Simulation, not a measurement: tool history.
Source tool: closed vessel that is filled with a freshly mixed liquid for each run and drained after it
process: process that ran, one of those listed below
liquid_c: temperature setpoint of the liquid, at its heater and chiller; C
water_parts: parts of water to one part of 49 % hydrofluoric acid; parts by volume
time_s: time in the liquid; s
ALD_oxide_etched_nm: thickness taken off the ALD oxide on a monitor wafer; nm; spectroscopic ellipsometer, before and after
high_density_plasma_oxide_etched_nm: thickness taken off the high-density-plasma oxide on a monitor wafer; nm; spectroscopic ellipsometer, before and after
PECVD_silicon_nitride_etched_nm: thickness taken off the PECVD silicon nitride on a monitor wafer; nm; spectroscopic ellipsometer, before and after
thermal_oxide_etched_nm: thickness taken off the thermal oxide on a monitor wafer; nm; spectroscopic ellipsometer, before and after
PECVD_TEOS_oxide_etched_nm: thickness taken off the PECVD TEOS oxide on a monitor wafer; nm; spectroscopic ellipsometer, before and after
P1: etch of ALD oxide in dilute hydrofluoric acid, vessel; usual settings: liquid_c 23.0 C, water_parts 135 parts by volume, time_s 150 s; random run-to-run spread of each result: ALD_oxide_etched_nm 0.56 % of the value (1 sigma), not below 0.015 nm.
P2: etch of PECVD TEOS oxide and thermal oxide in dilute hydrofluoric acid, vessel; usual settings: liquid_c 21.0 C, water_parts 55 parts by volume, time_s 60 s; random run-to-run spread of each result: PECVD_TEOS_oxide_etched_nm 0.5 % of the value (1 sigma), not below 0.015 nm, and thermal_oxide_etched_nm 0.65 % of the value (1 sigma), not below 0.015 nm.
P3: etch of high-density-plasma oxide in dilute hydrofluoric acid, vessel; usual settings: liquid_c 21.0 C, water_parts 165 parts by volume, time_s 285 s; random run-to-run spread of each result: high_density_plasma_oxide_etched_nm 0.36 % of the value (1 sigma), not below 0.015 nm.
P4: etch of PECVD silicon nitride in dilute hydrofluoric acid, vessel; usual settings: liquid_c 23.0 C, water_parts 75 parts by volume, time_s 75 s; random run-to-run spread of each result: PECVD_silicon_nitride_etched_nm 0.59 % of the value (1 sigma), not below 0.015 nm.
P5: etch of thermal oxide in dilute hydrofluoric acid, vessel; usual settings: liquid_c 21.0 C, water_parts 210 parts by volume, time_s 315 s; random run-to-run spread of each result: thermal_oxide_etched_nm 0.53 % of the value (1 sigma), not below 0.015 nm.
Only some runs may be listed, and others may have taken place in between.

run,hour,process,liquid_c,water_parts,time_s,ALD_oxide_etched_nm,high_density_plasma_oxide_etched_nm,PECVD_silicon_nitride_etched_nm,thermal_oxide_etched_nm,PECVD_TEOS_oxide_etched_nm
1,14.1,P1,23.0,135,150,13.9060,,,,
2,22.3,P1,23.0,60,150,34.5110,,,,
3,36.8,P3,21.0,165,40,,1.0361,,,
4,46.2,P4,23.0,75,150,,,10.1780,,
5,58.9,P5,21.0,210,30,,,,0.53222,
6,67.2,P1,23.0,195,65,3.8772,,,,
7,77.7,P1,23.0,135,50,4.6358,,,,
8,93.2,P1,23.0,205,150,8.4921,,,,
9,105.7,P2,21.0,100,60,,,,2.52330,12.193
10,116.0,P1,23.0,135,150,14.0010,,,,
11,131.5,P2,21.0,55,30,,,,2.42670,11.752
12,138.4,P2,21.0,55,60,,,,4.87960,23.270
13,151.1,P4,17.0,75,75,,,3.3688,,
14,161.5,P1,29.5,135,150,17.8880,,,,
15,174.8,P4,23.0,30,75,,,12.3580,,
16,184.9,P1,23.0,135,150,13.8950,,,,
17,195.0,P5,28.5,210,315,,,,7.18450,
18,207.1,P5,21.0,375,315,,,,2.61800,
19,215.7,P2,21.0,55,60,,,,4.87290,23.325
20,223.3,P3,21.0,165,285,,7.3988,,,
21,235.5,P5,21.0,210,315,,,,5.43070,
22,246.0,P1,23.0,135,215,20.0390,,,,
23,253.0,P1,23.0,135,150,13.7580,,,,
24,262.9,P3,17.0,165,285,,6.2652,,,
25,270.9,P1,17.0,135,150,10.9890,,,,
26,281.5,P3,21.0,245,285,,4.5884,,,
27,290.2,P2,29.0,55,60,,,,6.72980,32.326
28,305.7,P4,23.0,75,75,,,5.1259,,
29,319.2,P1,23.0,135,150,13.9830,,,,
30,328.6,P1,23.0,135,150,13.6910,,,,
31,341.7,P1,23.0,135,150,13.1860,,,,
32,350.9,P1,23.0,135,150,12.9730,,,,
33,364.4,P1,23.0,135,150,12.9010,,,,
34,374.7,P1,23.0,135,150,12.6530,,,,
35,389.9,P1,23.0,135,150,12.7960,,,,
36,400.9,P1,23.0,135,150,12.8320,,,,

Estimate the outcome of run 37 from the log above:
37,412.3,P1,23.0,135,150,?,,,,

Run 37 gave ALD_oxide_etched_nm 12.6680 nm.
